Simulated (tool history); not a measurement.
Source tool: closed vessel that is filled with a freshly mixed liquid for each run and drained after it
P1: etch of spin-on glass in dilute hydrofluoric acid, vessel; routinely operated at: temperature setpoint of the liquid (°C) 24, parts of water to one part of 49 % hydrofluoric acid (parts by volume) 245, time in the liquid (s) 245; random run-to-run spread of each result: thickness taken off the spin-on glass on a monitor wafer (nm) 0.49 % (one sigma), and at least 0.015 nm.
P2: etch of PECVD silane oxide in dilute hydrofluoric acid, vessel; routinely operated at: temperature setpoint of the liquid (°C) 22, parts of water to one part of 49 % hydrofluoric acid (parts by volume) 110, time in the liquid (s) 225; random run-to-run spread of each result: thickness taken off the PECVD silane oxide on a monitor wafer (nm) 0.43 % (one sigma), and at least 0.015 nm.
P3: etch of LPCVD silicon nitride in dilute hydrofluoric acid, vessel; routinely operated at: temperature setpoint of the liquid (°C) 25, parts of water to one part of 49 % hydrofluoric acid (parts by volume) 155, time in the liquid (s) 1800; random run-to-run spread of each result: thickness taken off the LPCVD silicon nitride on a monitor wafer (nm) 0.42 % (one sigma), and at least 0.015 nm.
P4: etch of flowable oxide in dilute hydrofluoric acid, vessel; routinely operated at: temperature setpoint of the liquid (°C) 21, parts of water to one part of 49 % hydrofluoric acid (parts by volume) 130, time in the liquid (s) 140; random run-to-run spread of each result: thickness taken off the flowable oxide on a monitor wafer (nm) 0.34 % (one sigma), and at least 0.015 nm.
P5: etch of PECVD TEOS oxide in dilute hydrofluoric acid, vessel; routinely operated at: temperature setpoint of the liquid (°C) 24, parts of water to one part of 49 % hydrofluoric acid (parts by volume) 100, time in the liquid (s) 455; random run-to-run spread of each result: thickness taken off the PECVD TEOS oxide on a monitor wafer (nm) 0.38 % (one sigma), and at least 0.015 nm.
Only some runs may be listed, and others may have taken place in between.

run,hour,process that ran,temperature setpoint of the liquid (°C),parts of water to one part of 49 % hydrofluoric acid (parts by volume),time in the liquid (s),hours since the thermometer was replaced,hours since the hydrofluoric acid flow meter was replaced,thickness taken off the spin-on glass on a monitor wafer (nm),thickness taken off the flowable oxide on a monitor wafer (nm),thickness taken off the PECVD silane oxide on a monitor wafer (nm),thickness taken off the LPCVD silicon nitride on a monitor wafer (nm),thickness taken off the PECVD TEOS oxide on a monitor wafer (nm)
1,8.9,P1,24,245,245,300.9,492.6,33.814,,,,
2,17.6,P4,17,130,140,309.6,501.3,,24.762,,,
3,24.6,P2,17,110,225,316.6,508.3,,,27.517,,
4,32.7,P1,24,245,140,324.7,516.4,19.194,,,,
5,37,P1,29.5,245,245,329,520.7,40.467,,,,
6,44,P4,21,130,140,336,527.7,,28.957,,,
7,53.5,P1,24,245,245,345.5,537.2,33.764,,,,
8,57.8,P3,25,155,3410,349.8,541.5,,,,12.945,
9,66.3,P1,24,245,245,358.3,550,33.86,,,,
10,73.6,P1,24,145,45,365.6,557.3,11.703,,,,
11,82.4,P3,25,65,1800,374.4,566.1,,,,16.248,
12,90.1,P2,22,110,30,382.1,573.8,,,4.4992,,
13,99.3,P5,32,100,455,391.3,583,,,,,56.883
14,104.4,P1,24,65,245,396.4,588.1,155.05,,,,
15,109,P1,24,410,245,401,592.7,17.211,,,,
16,114.3,P4,21,130,140,406.3,598,,28.763,,,
17,119.5,P5,24,55,455,411.5,603.2,,,,,80.456
18,125,P1,24,350,40,417,608.7,3.4783,,,,
19,129.3,P1,18.5,245,245,421.3,613,27.656,,,,
20,134.8,P1,24,245,245,426.8,618.5,33.662,,,,
21,143.6,P5,24,100,880,435.6,627.3,,,,,80.679
22,152.7,P1,24,245,400,444.7,636.4,54.816,,,,
23,158.8,P2,22,110,225,450.8,642.5,,,33.713,,
24,163.8,P5,24,100,455,455.8,647.5,,,,,42.035
25,171.8,P4,21,130,35,463.8,655.5,,7.298,,,
26,180.3,P5,24,100,455,472.3,664,,,,,41.968
27,185.9,P3,32.5,155,1800,477.9,669.6,,,,10.778,
28,194.4,P4,21,235,140,486.4,678.1,,14.433,,,
29,202.3,P2,22,190,225,494.3,686,,,18.023,,
30,210.5,P3,25,155,1800,502.5,694.2,,,,6.8565,
31,219.5,P1,24,380,440,511.5,703.2,34.22,,,,
32,227.9,P1,24,245,245,519.9,711.6,33.624,,,,
33,237.1,P1,24,245,245,529.1,720.8,34.444,,,,
34,244.1,P1,24,245,245,536.1,727.8,35.138,,,,
35,251.1,P1,24,245,245,543.1,734.8,35.102,,,,
36,256.4,P1,24,245,245,548.4,740.1,35.404,,,,
37,265.4,P1,24,245,245,557.4,749.1,35.665,,,,
38,274.2,P1,24,245,245,566.2,757.9,35.265,,,,
39,283.5,P1,24,245,245,575.5,767.2,35.592,,,,
40,288.2,P1,24,245,245,580.2,771.9,35.661,,,,
41,296.4,P1,24,245,245,588.4,780.1,35.633,,,,
42,301.5,P1,24,245,245,593.5,785.2,35.979,,,,
43,306.2,P1,24,245,245,598.2,789.9,35.85,,,,

What P1 gives has crept off from where it sat before. The 2 causes that follow fit the log equally well, each at the size noted:
A: liquid hotter than its thermometer reads (K) = 1.68
B: hydrofluoric acid flow above the setpoint (%) = 4.89
At approximately hour 227.9, the process output began to creep.

The check runs listed below each take one wafer, and their results are still question marks. Under which run would the listed causes lead to clearly different results?
check 1,310.9,P5,31,100,455,,,,,,,?
check 2,310.9,P4,21,230,140,,,,?,,,
check 3,310.9,P2,22,185,225,,,,,?,,
check 4,310.9,P3,25,155,2570,,,,,,?,

If the cause were each of the candidates in turn, the checks would give the following:
check,result,if A,if B
check 1,thickness taken off the PECVD TEOS oxide on a monitor wafer (nm),58.293,57.861
check 2,thickness taken off the flowable oxide on a monitor wafer (nm),15.711,15.645
check 3,thickness taken off the PECVD silane oxide on a monitor wafer (nm),19.71,19.577
check 4,thickness taken off the LPCVD silicon nitride on a monitor wafer (nm),10.854,10.232
Separation of the two closest causes in each check, using whichever result separates them best: check 1 0.74 %; check 2 0.42 %; check 3 0.67 %; check 4 5.9 %
Check 4 is the one run that separates the causes; every other check would come out nearly the same whichever cause is at work.

Here is what check 4 returned: thickness taken off the LPCVD silicon nitride on a monitor wafer (nm) 10.267. Which cause is it?

Of the candidate causes, it is B: hydrofluoric acid flow above the setpoint (%).
